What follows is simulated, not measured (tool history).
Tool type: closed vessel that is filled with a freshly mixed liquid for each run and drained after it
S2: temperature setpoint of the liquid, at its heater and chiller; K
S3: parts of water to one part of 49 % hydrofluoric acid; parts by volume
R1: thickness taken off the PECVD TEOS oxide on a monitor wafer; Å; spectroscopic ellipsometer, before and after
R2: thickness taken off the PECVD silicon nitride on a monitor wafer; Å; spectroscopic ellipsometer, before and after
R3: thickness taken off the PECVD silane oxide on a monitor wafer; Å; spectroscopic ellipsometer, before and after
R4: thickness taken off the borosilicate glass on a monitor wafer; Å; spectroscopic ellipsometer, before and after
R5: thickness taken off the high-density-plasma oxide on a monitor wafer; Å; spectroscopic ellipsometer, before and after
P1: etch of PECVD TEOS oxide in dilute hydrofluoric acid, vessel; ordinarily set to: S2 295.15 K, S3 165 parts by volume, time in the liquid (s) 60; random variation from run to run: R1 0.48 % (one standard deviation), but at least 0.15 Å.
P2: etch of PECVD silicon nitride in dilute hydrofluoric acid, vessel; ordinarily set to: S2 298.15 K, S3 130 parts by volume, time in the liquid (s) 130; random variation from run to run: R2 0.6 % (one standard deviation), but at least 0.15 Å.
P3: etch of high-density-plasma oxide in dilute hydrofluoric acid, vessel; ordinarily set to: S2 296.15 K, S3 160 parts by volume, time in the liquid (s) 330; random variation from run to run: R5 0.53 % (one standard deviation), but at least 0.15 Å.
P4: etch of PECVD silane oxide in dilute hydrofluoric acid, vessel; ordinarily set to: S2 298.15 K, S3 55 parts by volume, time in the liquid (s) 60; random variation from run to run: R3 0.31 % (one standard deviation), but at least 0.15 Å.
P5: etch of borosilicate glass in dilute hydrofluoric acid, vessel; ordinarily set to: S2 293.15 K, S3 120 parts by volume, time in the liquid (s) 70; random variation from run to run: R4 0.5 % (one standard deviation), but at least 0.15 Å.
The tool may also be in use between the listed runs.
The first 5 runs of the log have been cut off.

Run 6, hour 60.2: process that ran P1, S2 295.15 K, S3 165 parts by volume, time in the liquid (s) 60. Result: R1 56.432 Å.
Run 7, hour 71.3: process that ran P1, S2 290.15 K, S3 165 parts by volume, time in the liquid (s) 60. Result: R1 47.158 Å.
Run 8, hour 81.4: process that ran P1, S2 295.15 K, S3 165 parts by volume, time in the liquid (s) 105. Result: R1 99.573 Å.
Run 9, hour 94.5: process that ran P5, S2 290.15 K, S3 120 parts by volume, time in the liquid (s) 70. Result: R4 122.67 Å.
Run 10, hour 108.4: process that ran P5, S2 293.15 K, S3 120 parts by volume, time in the liquid (s) 40. Result: R4 80.495 Å.
Run 11, hour 117.4: process that ran P3, S2 290.15 K, S3 160 parts by volume, time in the liquid (s) 330. Result: R5 76.874 Å.
Run 12, hour 133.2: process that ran P3, S2 296.15 K, S3 160 parts by volume, time in the liquid (s) 330. Result: R5 97.409 Å.
Run 13, hour 151.6: process that ran P3, S2 296.15 K, S3 160 parts by volume, time in the liquid (s) 630. Result: R5 186.97 Å.
Run 14, hour 167.6: process that ran P3, S2 296.15 K, S3 260 parts by volume, time in the liquid (s) 330. Result: R5 54.276 Å.
Run 15, hour 179.5: process that ran P2, S2 304.15 K, S3 130 parts by volume, time in the liquid (s) 130. Result: R2 67.651 Å.
Run 16, hour 188.2: process that ran P1, S2 295.15 K, S3 165 parts by volume, time in the liquid (s) 60. Result: R1 57.095 Å.
Run 17, hour 203.6: process that ran P1, S2 295.15 K, S3 65 parts by volume, time in the liquid (s) 60. Result: R1 162.78 Å.
Run 18, hour 216.8: process that ran P1, S2 300.65 K, S3 165 parts by volume, time in the liquid (s) 60. Result: R1 70.312 Å.
Run 19, hour 230: process that ran P3, S2 296.15 K, S3 160 parts by volume, time in the liquid (s) 330. Result: R5 98.357 Å.
Run 20, hour 243.8: process that ran P4, S2 298.15 K, S3 55 parts by volume, time in the liquid (s) 60. Result: R3 431.43 Å.
Run 21, hour 261: process that ran P2, S2 298.15 K, S3 130 parts by volume, time in the liquid (s) 245. Result: R2 86.968 Å.
Run 22, hour 279.8: process that ran P1, S2 295.15 K, S3 220 parts by volume, time in the liquid (s) 35. Result: R1 23.546 Å.

Run 23, settings as shown, results not yet in. Your forecast:
Run 23, hour 289.3: process that ran P2, S2 298.15 K, S3 130 parts by volume, time in the liquid (s) 130. Result: R2 ?.

Run 23 yielded R2 46.902 Å.
